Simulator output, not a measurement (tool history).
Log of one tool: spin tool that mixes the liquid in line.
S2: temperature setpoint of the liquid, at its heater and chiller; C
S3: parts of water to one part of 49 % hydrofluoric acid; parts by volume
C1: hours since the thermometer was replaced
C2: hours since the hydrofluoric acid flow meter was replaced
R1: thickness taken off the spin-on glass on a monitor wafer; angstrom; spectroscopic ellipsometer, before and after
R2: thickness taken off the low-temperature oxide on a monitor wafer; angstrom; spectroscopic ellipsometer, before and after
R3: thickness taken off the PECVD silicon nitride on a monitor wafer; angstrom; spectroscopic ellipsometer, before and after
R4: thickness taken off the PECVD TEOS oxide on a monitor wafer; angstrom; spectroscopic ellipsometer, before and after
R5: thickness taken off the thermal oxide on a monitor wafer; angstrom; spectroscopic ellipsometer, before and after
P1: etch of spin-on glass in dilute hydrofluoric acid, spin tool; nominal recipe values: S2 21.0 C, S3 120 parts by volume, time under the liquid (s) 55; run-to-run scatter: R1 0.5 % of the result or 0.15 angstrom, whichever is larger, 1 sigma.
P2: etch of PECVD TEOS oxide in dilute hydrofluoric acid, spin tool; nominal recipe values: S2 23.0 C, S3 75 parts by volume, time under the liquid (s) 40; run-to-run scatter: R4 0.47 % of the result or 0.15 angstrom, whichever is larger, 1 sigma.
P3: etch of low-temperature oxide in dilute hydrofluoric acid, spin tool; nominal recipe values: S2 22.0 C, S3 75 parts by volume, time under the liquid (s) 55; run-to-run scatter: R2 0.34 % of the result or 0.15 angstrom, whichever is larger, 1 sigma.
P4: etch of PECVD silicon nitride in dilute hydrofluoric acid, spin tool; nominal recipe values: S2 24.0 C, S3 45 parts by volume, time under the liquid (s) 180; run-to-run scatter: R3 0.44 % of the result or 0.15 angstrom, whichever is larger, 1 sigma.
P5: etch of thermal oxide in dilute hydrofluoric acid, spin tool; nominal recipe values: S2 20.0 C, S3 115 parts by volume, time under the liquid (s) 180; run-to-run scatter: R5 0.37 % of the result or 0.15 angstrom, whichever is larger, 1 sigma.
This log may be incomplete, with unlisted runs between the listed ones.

run 1 hour=7.0 | process_that_ran=P1 S2=21.0 S3=120 time_under_the_liquid_(s)=55 | C1=1139.9 C2=524.5 | R1=121.310
run 2 hour=11.3 | process_that_ran=P3 S2=22.0 S3=45 time_under_the_liquid_(s)=55 | C1=1144.2 C2=528.8 | R2=183.620
run 3 hour=18.0 | process_that_ran=P4 S2=24.0 S3=45 time_under_the_liquid_(s)=180 | C1=1150.9 C2=535.5 | R3=93.511
run 4 hour=24.3 | process_that_ran=P4 S2=31.0 S3=45 time_under_the_liquid_(s)=180 | C1=1157.2 C2=541.8 | R3=148.470
run 5 hour=29.4 | process_that_ran=P1 S2=21.0 S3=195 time_under_the_liquid_(s)=55 | C1=1162.3 C2=546.9 | R1=68.024
run 6 hour=35.5 | process_that_ran=P1 S2=21.0 S3=120 time_under_the_liquid_(s)=80 | C1=1168.4 C2=553.0 | R1=175.490
run 7 hour=45.1 | process_that_ran=P2 S2=23.0 S3=40 time_under_the_liquid_(s)=40 | C1=1178.0 C2=562.6 | R4=207.590
run 8 hour=54.7 | process_that_ran=P1 S2=21.0 S3=120 time_under_the_liquid_(s)=55 | C1=1187.6 C2=572.2 | R1=120.900
run 9 hour=62.5 | process_that_ran=P1 S2=28.5 S3=120 time_under_the_liquid_(s)=55 | C1=1195.4 C2=580.0 | R1=161.560
run 10 hour=68.8 | process_that_ran=P3 S2=22.0 S3=75 time_under_the_liquid_(s)=15 | C1=1201.7 C2=586.3 | R2=29.318
run 11 hour=73.3 | process_that_ran=P2 S2=23.0 S3=75 time_under_the_liquid_(s)=15 | C1=1206.2 C2=590.8 | R4=39.601
run 12 hour=77.8 | process_that_ran=P1 S2=27.0 S3=120 time_under_the_liquid_(s)=80 | C1=1210.7 C2=595.3 | R1=219.900
run 13 hour=87.5 | process_that_ran=P2 S2=23.0 S3=75 time_under_the_liquid_(s)=40 | C1=1220.4 C2=605.0 | R4=105.820
run 14 hour=91.7 | process_that_ran=P2 S2=31.5 S3=75 time_under_the_liquid_(s)=40 | C1=1224.6 C2=609.2 | R4=147.840
-- hour=97.5 thermometer replaced
run 15 hour=99.4 | process_that_ran=P1 S2=21.0 S3=30 time_under_the_liquid_(s)=105 | C1=1.9 C2=616.9 | R1=1020.300
run 16 hour=105.1 | process_that_ran=P5 S2=20.0 S3=20 time_under_the_liquid_(s)=180 | C1=7.6 C2=622.6 | R5=377.400
run 17 hour=112.4 | process_that_ran=P3 S2=25.5 S3=75 time_under_the_liquid_(s)=55 | C1=14.9 C2=629.9 | R2=123.380
run 18 hour=117.9 | process_that_ran=P1 S2=21.0 S3=70 time_under_the_liquid_(s)=55 | C1=20.4 C2=635.4 | R1=217.540
run 19 hour=123.8 | process_that_ran=P5 S2=20.0 S3=115 time_under_the_liquid_(s)=335 | C1=26.3 C2=641.3 | R5=108.860
run 20 hour=129.8 | process_that_ran=P4 S2=24.0 S3=75 time_under_the_liquid_(s)=180 | C1=32.3 C2=647.3 | R3=56.452
run 21 hour=138.6 | process_that_ran=P4 S2=24.0 S3=45 time_under_the_liquid_(s)=275 | C1=41.1 C2=656.1 | R3=141.830
run 22 hour=143.6 | process_that_ran=P1 S2=21.0 S3=120 time_under_the_liquid_(s)=25 | C1=46.1 C2=661.1 | R1=54.421
run 23 hour=150.9 | process_that_ran=P3 S2=22.0 S3=75 time_under_the_liquid_(s)=55 | C1=53.4 C2=668.4 | R2=106.550
run 24 hour=158.6 | process_that_ran=P5 S2=17.0 S3=115 time_under_the_liquid_(s)=180 | C1=61.1 C2=676.1 | R5=52.091
run 25 hour=164.0 | process_that_ran=P1 S2=21.0 S3=120 time_under_the_liquid_(s)=55 | C1=66.5 C2=681.5 | R1=120.250
run 26 hour=172.8 | process_that_ran=P5 S2=20.0 S3=115 time_under_the_liquid_(s)=180 | C1=75.3 C2=690.3 | R5=58.764
run 27 hour=178.2 | process_that_ran=P1 S2=21.0 S3=120 time_under_the_liquid_(s)=55 | C1=80.7 C2=695.7 | R1=120.270
run 28 hour=184.6 | process_that_ran=P1 S2=28.5 S3=120 time_under_the_liquid_(s)=80 | C1=87.1 C2=702.1 | R1=233.200
run 29 hour=192.7 | process_that_ran=P1 S2=17.0 S3=120 time_under_the_liquid_(s)=55 | C1=95.2 C2=710.2 | R1=101.880
run 30 hour=197.3 | process_that_ran=P1 S2=21.0 S3=120 time_under_the_liquid_(s)=55 | C1=99.8 C2=714.8 | R1=120.380
run 31 hour=205.0 | process_that_ran=P1 S2=21.0 S3=120 time_under_the_liquid_(s)=55 | C1=107.5 C2=722.5 | R1=117.740
run 32 hour=213.8 | process_that_ran=P1 S2=21.0 S3=120 time_under_the_liquid_(s)=55 | C1=116.3 C2=731.3 | R1=114.690
run 33 hour=221.9 | process_that_ran=P1 S2=21.0 S3=120 time_under_the_liquid_(s)=55 | C1=124.4 C2=739.4 | R1=114.090
run 34 hour=231.1 | process_that_ran=P1 S2=21.0 S3=120 time_under_the_liquid_(s)=55 | C1=133.6 C2=748.6 | R1=113.200
run 35 hour=240.4 | process_that_ran=P1 S2=21.0 S3=120 time_under_the_liquid_(s)=55 | C1=142.9 C2=757.9 | R1=114.310
run 36 hour=247.1 | process_that_ran=P1 S2=21.0 S3=120 time_under_the_liquid_(s)=55 | C1=149.6 C2=764.6 | R1=112.120
run 37 hour=256.6 | process_that_ran=P1 S2=21.0 S3=120 time_under_the_liquid_(s)=55 | C1=159.1 C2=774.1 | R1=113.000
run 38 hour=262.3 | process_that_ran=P1 S2=21.0 S3=120 time_under_the_liquid_(s)=55 | C1=164.8 C2=779.8 | R1=112.850
run 39 hour=267.8 | process_that_ran=P1 S2=21.0 S3=120 time_under_the_liquid_(s)=55 | C1=170.3 C2=785.3 | R1=112.980
run 40 hour=272.1 | process_that_ran=P1 S2=21.0 S3=120 time_under_the_liquid_(s)=55 | C1=174.6 C2=789.6 | R1=112.630

P1 no longer gives what it gave before; its output has crept away from where it was. The following 2 causes, each at its listed size, fit the log equally well:
A: hydrofluoric acid flow below the setpoint (%) = 5.73
B: liquid colder than its thermometer reads (K) = 1.66
The process output started creeping at around hour 197.3.

Which of the 4 check runs listed below separates the causes, so that each cause would produce a clearly different result? Each run uses one wafer, and its results are marked with question marks.
run check 1 hour=276.4 | process_that_ran=P4 S2=24.0 S3=45 time_under_the_liquid_(s)=180 | R3=?
run check 2 hour=276.4 | process_that_ran=P3 S2=22.0 S3=75 time_under_the_liquid_(s)=55 | R2=?
run check 3 hour=276.4 | process_that_ran=P2 S2=23.0 S3=75 time_under_the_liquid_(s)=40 | R4=?
run check 4 hour=276.4 | process_that_ran=P5 S2=20.0 S3=115 time_under_the_liquid_(s)=180 | R5=?

How each check would come out, cause by cause:
check=check_1 result=R3 if_A=88.252 if_B=83.517
check=check_2 result=R2 if_A=99.943 if_B=99.537
check=check_3 result=R4 if_A=98.986 if_B=98.654
check=check_4 result=R5 if_A=55.062 if_B=54.982
Separation of the two closest causes in each check, using whichever result separates them best: check 1 5.51 %; check 2 0.41 %; check 3 0.34 %; check 4 0.14 %
The other checks would show nearly matching results whichever cause is true, so check 1 is the only one that separates the causes.

With check 1 done, the readings were: R3 88.461 angstrom. Identify which of the listed causes applies.

It was cause A: hydrofluoric acid flow below the setpoint (%).
